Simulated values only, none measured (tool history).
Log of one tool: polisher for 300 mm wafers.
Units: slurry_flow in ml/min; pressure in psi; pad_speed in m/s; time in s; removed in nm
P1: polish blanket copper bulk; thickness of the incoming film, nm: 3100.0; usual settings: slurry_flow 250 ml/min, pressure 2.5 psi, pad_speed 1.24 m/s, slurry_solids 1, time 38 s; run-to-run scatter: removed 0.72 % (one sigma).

run	hour	slurry_flow	pressure	pad_speed	slurry_solids	time	wafers polished on this pad	hours since the slurry nozzle was cleaned	hours since the head pressure was calibrated	hours since the slurry blender was calibrated	removed
1	2.5	250	2.5	1.24	1	38	509	560.5	843	168.4	458.36
2	6.4	250	2.5	1.24	1	18	546	564.4	846.9	172.3	215.41
3	10.8	250	3.6	1.24	1	38	587	568.8	851.3	176.7	662.42
4	12.8	250	2.5	1.62	1	38	606	570.8	853.3	178.7	590.75
5	15.7	400	2.5	1.24	1	38	634	573.7	856.2	181.6	475.14
6	18.9	150	2.5	1.24	1	38	664	576.9	859.4	184.8	425.1
7	21.2	250	2.5	1.24	0.65	38	686	579.2	861.7	187.1	413.11
8	24.2	250	2.5	1.24	1	38	714	582.2	864.7	190.1	451.32
9	27.8	250	2.5	1.24	1	38	748	585.8	868.3	193.7	453.12
10	32.2	250	2.5	1.24	1	38	789	590.2	872.7	198.1	449.51
11	34.6	250	3.9	1.24	1.45	38	812	592.6	875.1	200.5	767.53
12	38.9	250	2.5	1.24	1	50	853	596.9	879.4	204.8	597.31
13	43	250	2.5	1.24	1.45	38	891	601	883.5	208.9	496.41

Forecast run 14:
14	46.6	320	2.5	1.24	1	24	925	604.6	887.1	212.5	?

Run 14 gave removed 292.06 nm.
